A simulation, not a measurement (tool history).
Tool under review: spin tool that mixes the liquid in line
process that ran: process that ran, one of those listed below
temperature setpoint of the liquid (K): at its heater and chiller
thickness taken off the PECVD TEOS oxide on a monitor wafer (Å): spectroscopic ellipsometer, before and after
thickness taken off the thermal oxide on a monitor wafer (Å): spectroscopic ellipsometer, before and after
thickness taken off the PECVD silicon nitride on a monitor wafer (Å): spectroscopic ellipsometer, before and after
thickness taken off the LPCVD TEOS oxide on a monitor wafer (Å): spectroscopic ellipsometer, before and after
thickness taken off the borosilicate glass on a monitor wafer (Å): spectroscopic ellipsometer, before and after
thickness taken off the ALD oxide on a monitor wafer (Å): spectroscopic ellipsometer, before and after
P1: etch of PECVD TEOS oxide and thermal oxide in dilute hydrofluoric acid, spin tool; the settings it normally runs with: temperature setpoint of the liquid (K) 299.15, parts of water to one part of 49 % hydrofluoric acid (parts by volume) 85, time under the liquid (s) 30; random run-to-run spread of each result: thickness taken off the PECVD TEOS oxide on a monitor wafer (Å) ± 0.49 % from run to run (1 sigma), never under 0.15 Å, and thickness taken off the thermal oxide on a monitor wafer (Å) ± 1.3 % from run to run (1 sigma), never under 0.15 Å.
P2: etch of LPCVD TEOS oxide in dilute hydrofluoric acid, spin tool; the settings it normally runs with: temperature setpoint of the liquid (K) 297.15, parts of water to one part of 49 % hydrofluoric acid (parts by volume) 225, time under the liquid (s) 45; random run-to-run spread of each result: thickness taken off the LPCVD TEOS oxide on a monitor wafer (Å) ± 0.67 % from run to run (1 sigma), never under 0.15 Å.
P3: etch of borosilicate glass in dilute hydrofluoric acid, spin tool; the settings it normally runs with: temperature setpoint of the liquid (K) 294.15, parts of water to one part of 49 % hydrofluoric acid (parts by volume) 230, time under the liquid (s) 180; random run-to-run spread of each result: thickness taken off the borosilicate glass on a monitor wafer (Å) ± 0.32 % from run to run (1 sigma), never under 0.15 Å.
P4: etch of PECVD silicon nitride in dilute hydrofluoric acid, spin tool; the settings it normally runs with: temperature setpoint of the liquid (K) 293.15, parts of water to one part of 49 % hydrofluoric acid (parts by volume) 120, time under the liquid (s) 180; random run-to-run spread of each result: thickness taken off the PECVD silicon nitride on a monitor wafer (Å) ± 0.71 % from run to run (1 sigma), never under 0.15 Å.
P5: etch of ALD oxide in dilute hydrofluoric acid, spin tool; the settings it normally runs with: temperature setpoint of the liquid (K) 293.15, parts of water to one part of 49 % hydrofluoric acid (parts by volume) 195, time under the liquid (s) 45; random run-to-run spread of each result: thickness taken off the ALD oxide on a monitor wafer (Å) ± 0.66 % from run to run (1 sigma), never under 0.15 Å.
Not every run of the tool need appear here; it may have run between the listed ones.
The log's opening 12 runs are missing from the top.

run	hour	process that ran	temperature setpoint of the liquid (K)	parts of water to one part of 49 % hydrofluoric acid (parts by volume)	time under the liquid (s)	thickness taken off the PECVD TEOS oxide on a monitor wafer (Å)	thickness taken off the thermal oxide on a monitor wafer (Å)	thickness taken off the PECVD silicon nitride on a monitor wafer (Å)	thickness taken off the LPCVD TEOS oxide on a monitor wafer (Å)	thickness taken off the borosilicate glass on a monitor wafer (Å)	thickness taken off the ALD oxide on a monitor wafer (Å)
13	114	P2	290.65	225	45				33.366		
14	126.1	P1	305.65	85	30	66.736	22.783				
15	135.2	P5	293.15	195	45						43.971
16	143.2	P4	290.15	120	180			32.487			
17	150	P1	299.15	85	30	52.228	18.097				
18	157.7	P5	298.65	195	45						53.627
19	168.4	P1	292.15	120	30	26.605	9.0761				
20	175.7	P1	299.15	135	30	30.74	10.762				
21	185.5	P3	294.15	230	350					407.97	
22	197.7	P1	299.15	85	50	85.972	29.669				
23	206.1	P5	293.15	195	65						63.713
24	216.9	P4	293.15	30	180			152.57			
25	228.4	P4	293.15	120	180			39.737			
26	235.7	P1	303.65	50	30	110.64	37.994				
27	246.3	P3	294.15	230	180					210.89	
28	256.3	P1	299.15	85	30	52.565	17.257				
29	264.7	P2	297.15	225	80				77.445		
30	277	P1	299.15	85	30	52.121	17.666				

Run 31, settings as shown, results not yet in. Your forecast:
31	283.3	P1	299.15	85	30	?	?				

Run 31 yielded thickness taken off the PECVD TEOS oxide on a monitor wafer (Å) 51.69, thickness taken off the thermal oxide on a monitor wafer (Å) 17.932.
